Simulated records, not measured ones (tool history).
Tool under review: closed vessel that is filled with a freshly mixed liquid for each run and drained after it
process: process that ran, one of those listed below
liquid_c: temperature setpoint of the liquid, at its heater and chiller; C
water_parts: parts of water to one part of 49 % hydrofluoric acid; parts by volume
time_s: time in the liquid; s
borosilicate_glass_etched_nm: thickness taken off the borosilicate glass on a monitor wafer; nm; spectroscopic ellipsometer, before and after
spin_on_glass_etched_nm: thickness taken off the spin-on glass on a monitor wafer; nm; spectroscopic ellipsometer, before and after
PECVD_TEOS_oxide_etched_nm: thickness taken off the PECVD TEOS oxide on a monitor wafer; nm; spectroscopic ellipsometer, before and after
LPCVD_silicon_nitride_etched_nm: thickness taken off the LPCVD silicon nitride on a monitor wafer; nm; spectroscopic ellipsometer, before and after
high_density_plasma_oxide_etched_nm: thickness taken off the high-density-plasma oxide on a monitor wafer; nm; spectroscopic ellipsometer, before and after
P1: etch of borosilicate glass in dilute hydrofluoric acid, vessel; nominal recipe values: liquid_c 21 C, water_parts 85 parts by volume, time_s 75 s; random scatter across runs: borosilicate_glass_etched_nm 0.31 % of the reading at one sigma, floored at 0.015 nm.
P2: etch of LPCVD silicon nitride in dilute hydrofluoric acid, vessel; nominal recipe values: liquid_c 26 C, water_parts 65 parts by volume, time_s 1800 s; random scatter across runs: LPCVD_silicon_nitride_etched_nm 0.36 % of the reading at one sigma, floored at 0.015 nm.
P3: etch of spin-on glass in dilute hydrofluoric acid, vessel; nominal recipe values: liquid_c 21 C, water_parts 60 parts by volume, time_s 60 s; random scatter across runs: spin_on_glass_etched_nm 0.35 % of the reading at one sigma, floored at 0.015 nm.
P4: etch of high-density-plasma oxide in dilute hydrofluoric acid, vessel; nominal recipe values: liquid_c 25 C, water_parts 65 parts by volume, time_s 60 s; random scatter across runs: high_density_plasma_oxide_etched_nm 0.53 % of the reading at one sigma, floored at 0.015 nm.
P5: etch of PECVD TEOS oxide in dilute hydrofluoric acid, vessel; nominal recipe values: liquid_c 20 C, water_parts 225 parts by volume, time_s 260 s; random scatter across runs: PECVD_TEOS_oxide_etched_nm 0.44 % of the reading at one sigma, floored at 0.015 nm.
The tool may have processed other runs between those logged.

| run | hour | process | liquid_c | water_parts | time_s | borosilicate_glass_etched_nm | spin_on_glass_etched_nm | PECVD_TEOS_oxide_etched_nm | LPCVD_silicon_nitride_etched_nm | high_density_plasma_oxide_etched_nm |
|---|---|---|---|---|---|---|---|---|---|---|
| 1 | 13.8 | P1 | 21 | 85 | 75 | 32.58 |  |  |  |  |
| 2 | 21.7 | P3 | 21 | 60 | 60 |  | 38.792 |  |  |  |
| 3 | 32.8 | P5 | 20 | 225 | 60 |  |  | 5.6359 |  |  |
| 4 | 48.3 | P1 | 21 | 85 | 75 | 32.414 |  |  |  |  |
| 5 | 57.1 | P1 | 26.5 | 85 | 75 | 40.601 |  |  |  |  |
| 6 | 67.4 | P2 | 26 | 65 | 1800 |  |  |  | 15.809 |  |
| 7 | 79.4 | P2 | 26 | 65 | 670 |  |  |  | 5.8114 |  |
| 8 | 94.7 | P4 | 25 | 65 | 30 |  |  |  |  | 4.5344 |
| 9 | 109.4 | P2 | 26 | 100 | 1800 |  |  |  | 10.295 |  |
| 10 | 118.9 | P1 | 21 | 85 | 75 | 32.442 |  |  |  |  |
| 11 | 129.8 | P5 | 20 | 60 | 260 |  |  | 109.26 |  |  |
| 12 | 141.9 | P1 | 17 | 85 | 75 | 27.368 |  |  |  |  |
| 13 | 152.5 | P3 | 21 | 95 | 60 |  | 23.662 |  |  |  |
| 14 | 161.8 | P3 | 21 | 60 | 60 |  | 38.824 |  |  |  |
| 15 | 171.7 | P1 | 21 | 85 | 135 | 57.969 |  |  |  |  |
| 16 | 184.4 | P4 | 25 | 65 | 60 |  |  |  |  | 9.1856 |
| 17 | 198.7 | P1 | 21 | 85 | 35 | 15.153 |  |  |  |  |
| 18 | 212.4 | P1 | 21 | 85 | 75 | 32.384 |  |  |  |  |
| 19 | 222.5 | P1 | 21 | 40 | 75 | 72.279 |  |  |  |  |
| 20 | 236.6 | P5 | 20 | 225 | 260 |  |  | 24.351 |  |  |
| 21 | 246.4 | P1 | 21 | 85 | 75 | 32.292 |  |  |  |  |
| 22 | 262.1 | P1 | 21 | 85 | 75 | 32.44 |  |  |  |  |
| 23 | 275.4 | P3 | 17 | 60 | 60 |  | 32.596 |  |  |  |
| 24 | 286.5 | P5 | 25 | 225 | 260 |  |  | 29.229 |  |  |
| 25 | 296.6 | P1 | 21 | 130 | 75 | 20.238 |  |  |  |  |
| 26 | 304.8 | P3 | 21 | 60 | 30 |  | 19.46 |  |  |  |
| 27 | 313.7 | P1 | 21 | 130 | 120 | 32.075 |  |  |  |  |
| 28 | 327 | P4 | 30 | 65 | 60 |  |  |  |  | 11.127 |
| 29 | 337.6 | P4 | 25 | 35 | 60 |  |  |  |  | 17.656 |
| 30 | 345.3 | P2 | 19 | 65 | 1800 |  |  |  | 9.8386 |  |

Run 31 has not been measured yet. What should we expect?
| 31 | 354.5 | P1 | 21 | 85 | 75 | ? |  |  |  |  |

borosilicate_glass_etched_nm: 32.473 nm
